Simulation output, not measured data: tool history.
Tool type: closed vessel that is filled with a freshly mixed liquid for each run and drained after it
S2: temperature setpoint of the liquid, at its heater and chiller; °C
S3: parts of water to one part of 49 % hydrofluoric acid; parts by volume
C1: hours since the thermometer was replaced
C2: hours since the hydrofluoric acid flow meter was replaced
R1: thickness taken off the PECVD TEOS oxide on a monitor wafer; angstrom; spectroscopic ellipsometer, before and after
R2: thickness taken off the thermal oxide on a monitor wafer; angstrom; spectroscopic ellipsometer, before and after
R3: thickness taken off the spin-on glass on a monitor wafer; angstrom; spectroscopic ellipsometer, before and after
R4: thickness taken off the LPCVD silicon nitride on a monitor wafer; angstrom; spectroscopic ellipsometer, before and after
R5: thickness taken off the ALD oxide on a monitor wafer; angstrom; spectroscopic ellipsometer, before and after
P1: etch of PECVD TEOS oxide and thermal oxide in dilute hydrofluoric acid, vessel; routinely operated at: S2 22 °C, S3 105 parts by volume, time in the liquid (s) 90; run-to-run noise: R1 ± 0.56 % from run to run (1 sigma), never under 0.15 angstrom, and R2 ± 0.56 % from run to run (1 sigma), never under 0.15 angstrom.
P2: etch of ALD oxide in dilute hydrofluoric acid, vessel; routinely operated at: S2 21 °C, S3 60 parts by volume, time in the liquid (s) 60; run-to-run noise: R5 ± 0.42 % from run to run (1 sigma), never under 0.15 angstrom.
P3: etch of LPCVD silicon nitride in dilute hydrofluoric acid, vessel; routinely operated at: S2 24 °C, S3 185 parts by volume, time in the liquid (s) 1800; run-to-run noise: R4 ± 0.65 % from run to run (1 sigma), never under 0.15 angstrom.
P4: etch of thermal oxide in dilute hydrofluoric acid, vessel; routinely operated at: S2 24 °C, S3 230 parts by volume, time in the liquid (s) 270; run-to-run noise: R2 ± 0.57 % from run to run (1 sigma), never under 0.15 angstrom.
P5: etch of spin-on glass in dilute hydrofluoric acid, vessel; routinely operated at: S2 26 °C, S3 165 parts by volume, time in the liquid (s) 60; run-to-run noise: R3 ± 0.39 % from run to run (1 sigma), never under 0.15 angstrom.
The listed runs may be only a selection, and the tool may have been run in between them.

{"run": 1, "hour": 4.8, "process that ran": "P1", "S2": 22, "S3": 105, "time in the liquid (s)": 90, "C1": 212.4, "C2": 139.8, "R1": 148.07, "R2": 36.688}
{"run": 2, "hour": 11.4, "process that ran": "P4", "S2": 24, "S3": 230, "time in the liquid (s)": 270, "C1": 219, "C2": 146.4, "R2": 45.695}
{"run": 3, "hour": 18.7, "process that ran": "P5", "S2": 26, "S3": 90, "time in the liquid (s)": 60, "C1": 226.3, "C2": 153.7, "R3": 254.04}
{"run": 4, "hour": 22.7, "process that ran": "P1", "S2": 25.5, "S3": 150, "time in the liquid (s)": 90, "C1": 230.3, "C2": 157.7, "R1": 112.25, "R2": 27.644}
{"run": 5, "hour": 28.9, "process that ran": "P1", "S2": 17, "S3": 105, "time in the liquid (s)": 90, "C1": 236.5, "C2": 163.9, "R1": 119.58, "R2": 29.431}
{"run": 6, "hour": 36.2, "process that ran": "P1", "S2": 22, "S3": 35, "time in the liquid (s)": 90, "C1": 243.8, "C2": 171.2, "R1": 487.59, "R2": 119.26}
{"run": 7, "hour": 40.2, "process that ran": "P3", "S2": 24, "S3": 185, "time in the liquid (s)": 35, "C1": 247.8, "C2": 175.2, "R4": 0.96826}
{"run": 8, "hour": 46.6, "process that ran": "P5", "S2": 34, "S3": 165, "time in the liquid (s)": 60, "C1": 254.2, "C2": 181.6, "R3": 166.53}
{"run": 9, "hour": 53.9, "process that ran": "P3", "S2": 24, "S3": 185, "time in the liquid (s)": 1800, "C1": 261.5, "C2": 188.9, "R4": 47.856}
{"run": 10, "hour": 59.5, "process that ran": "P2", "S2": 21, "S3": 60, "time in the liquid (s)": 90, "C1": 267.1, "C2": 194.5, "R5": 140.59}
{"run": 11, "hour": 65.7, "process that ran": "P5", "S2": 26, "S3": 165, "time in the liquid (s)": 60, "C1": 273.3, "C2": 200.7, "R3": 124.9}
{"run": 12, "hour": 74.6, "process that ran": "P2", "S2": 21, "S3": 110, "time in the liquid (s)": 60, "C1": 282.2, "C2": 209.6, "R5": 48.198}
{"run": 13, "hour": 82.3, "process that ran": "P4", "S2": 24, "S3": 230, "time in the liquid (s)": 535, "C1": 289.9, "C2": 217.3, "R2": 92.106}
{"run": 14, "hour": 86.9, "process that ran": "P1", "S2": 22, "S3": 155, "time in the liquid (s)": 155, "C1": 294.5, "C2": 221.9, "R1": 164.18, "R2": 40.499}
{"run": 15, "hour": 93.8, "process that ran": "P4", "S2": 31, "S3": 230, "time in the liquid (s)": 270, "C1": 301.4, "C2": 228.8, "R2": 59.561}
{"run": 16, "hour": 102.7, "process that ran": "P3", "S2": 17.5, "S3": 185, "time in the liquid (s)": 1800, "C1": 310.3, "C2": 237.7, "R4": 30.805}
{"run": 17, "hour": 106.7, "process that ran": "P2", "S2": 21, "S3": 60, "time in the liquid (s)": 60, "C1": 314.3, "C2": 241.7, "R5": 92.711}
{"run": 18, "hour": 112.5, "process that ran": "P1", "S2": 22, "S3": 105, "time in the liquid (s)": 90, "C1": 320.1, "C2": 247.5, "R1": 146.32, "R2": 36.317}
{"run": 19, "hour": 118.7, "process that ran": "P1", "S2": 22, "S3": 105, "time in the liquid (s)": 165, "C1": 326.3, "C2": 253.7, "R1": 271.38, "R2": 66.69}
{"run": 20, "hour": 126.7, "process that ran": "P1", "S2": 30, "S3": 105, "time in the liquid (s)": 90, "C1": 334.3, "C2": 261.7, "R1": 202.47, "R2": 50.048}
{"run": 21, "hour": 131.2, "process that ran": "P1", "S2": 22, "S3": 40, "time in the liquid (s)": 50, "C1": 338.8, "C2": 266.2, "R1": 234.64, "R2": 57.436}
{"run": 22, "hour": 136.3, "process that ran": "P2", "S2": 17, "S3": 60, "time in the liquid (s)": 60, "C1": 343.9, "C2": 271.3, "R5": 79.365}
{"run": 23, "hour": 142.5, "process that ran": "P1", "S2": 22, "S3": 105, "time in the liquid (s)": 30, "C1": 350.1, "C2": 277.5, "R1": 48.562, "R2": 12.16}
{"run": 24, "hour": 146.4, "process that ran": "P1", "S2": 22, "S3": 105, "time in the liquid (s)": 90, "C1": 354, "C2": 281.4, "R1": 146.29, "R2": 36.204}
{"run": 25, "hour": 151.4, "process that ran": "P5", "S2": 26, "S3": 165, "time in the liquid (s)": 30, "C1": 359, "C2": 286.4, "R3": 62.598}
{"run": 26, "hour": 156.2, "process that ran": "P1", "S2": 22, "S3": 105, "time in the liquid (s)": 90, "C1": 363.8, "C2": 291.2, "R1": 147.6, "R2": 36.898}
{"run": 27, "hour": 161.3, "process that ran": "P4", "S2": 24, "S3": 40, "time in the liquid (s)": 270, "C1": 368.9, "C2": 296.3, "R2": 334.82}
{"run": 28, "hour": 165.3, "process that ran": "P1", "S2": 22, "S3": 155, "time in the liquid (s)": 90, "C1": 372.9, "C2": 300.3, "R1": 95.377, "R2": 23.349}
{"run": 29, "hour": 170.7, "process that ran": "P2", "S2": 21, "S3": 60, "time in the liquid (s)": 60, "C1": 378.3, "C2": 305.7, "R5": 92.881}
{"run": 30, "hour": 175.9, "process that ran": "P3", "S2": 24, "S3": 35, "time in the liquid (s)": 1800, "C1": 383.5, "C2": 310.9, "R4": 244.65}
{"run": 31, "hour": 179.9, "process that ran": "P1", "S2": 22, "S3": 105, "time in the liquid (s)": 90, "C1": 387.5, "C2": 314.9, "R1": 147.22, "R2": 36.435}
{"run": 32, "hour": 187.9, "process that ran": "P1", "S2": 22, "S3": 105, "time in the liquid (s)": 90, "C1": 395.5, "C2": 322.9, "R1": 144.52, "R2": 35.831}
{"run": 33, "hour": 196.9, "process that ran": "P1", "S2": 22, "S3": 105, "time in the liquid (s)": 90, "C1": 404.5, "C2": 331.9, "R1": 141.32, "R2": 34.648}
{"run": 34, "hour": 205.9, "process that ran": "P1", "S2": 22, "S3": 105, "time in the liquid (s)": 90, "C1": 413.5, "C2": 340.9, "R1": 141.62, "R2": 34.556}
{"run": 35, "hour": 210.5, "process that ran": "P1", "S2": 22, "S3": 105, "time in the liquid (s)": 90, "C1": 418.1, "C2": 345.5, "R1": 140.04, "R2": 34.838}
{"run": 36, "hour": 217.8, "process that ran": "P1", "S2": 22, "S3": 105, "time in the liquid (s)": 90, "C1": 425.4, "C2": 352.8, "R1": 140.52, "R2": 34.404}
{"run": 37, "hour": 223.2, "process that ran": "P1", "S2": 22, "S3": 105, "time in the liquid (s)": 90, "C1": 430.8, "C2": 358.2, "R1": 139.66, "R2": 34.416}
{"run": 38, "hour": 230.6, "process that ran": "P1", "S2": 22, "S3": 105, "time in the liquid (s)": 90, "C1": 438.2, "C2": 365.6, "R1": 139.11, "R2": 34.557}
{"run": 39, "hour": 239.2, "process that ran": "P1", "S2": 22, "S3": 105, "time in the liquid (s)": 90, "C1": 446.8, "C2": 374.2, "R1": 138.54, "R2": 34.394}

The output of P1 has drifted from where it used to be. Each of the 2 causes below, taken at the size shown beside it, accounts for the log equally well:
A: hydrofluoric acid flow below the setpoint (%) = 5.36
B: liquid colder than its thermometer reads (K) = 1.53
Onset of the creep was near hour 179.9.

Which of the check runs below tells the causes apart, meaning the causes would give it clearly different results? Each run uses 5 wafers whose results are averaged, and each result is shown as a question mark.
{"run": "check 1", "hour": 247.8, "process that ran": "P5", "S2": 26, "S3": 100, "time in the liquid (s)": 60, "R3": "?"}
{"run": "check 2", "hour": 247.8, "process that ran": "P4", "S2": 24, "S3": 50, "time in the liquid (s)": 270, "R2": "?"}
{"run": "check 3", "hour": 247.8, "process that ran": "P2", "S2": 17, "S3": 90, "time in the liquid (s)": 60, "R5": "?"}
{"run": "check 4", "hour": 247.8, "process that ran": "P3", "S2": 24, "S3": 135, "time in the liquid (s)": 340, "R4": "?"}

If the cause were each of the candidates in turn, the checks would give the following:
check=check_1 result=R3 if_A=210.11 if_B=210.61
check=check_2 result=R2 if_A=248.46 if_B=247.33
check=check_3 result=R5 if_A=47.986 if_B=47.752
check=check_4 result=R4 if_A=11.591 if_B=11.076
Per check, the gap between the least separated pair of causes, taken in the result that splits them most: check 1 0.24 %; check 2 0.45 %; check 3 0.49 %; check 4 4.55 %
Of the check runs offered, only check 4 discriminates between the causes; the rest would read about the same regardless of which cause applies.

The results of check 4 are: R4 11.577 angstrom. Based on these, which of the listed causes is it?

It is A: hydrofluoric acid flow below the setpoint (%).
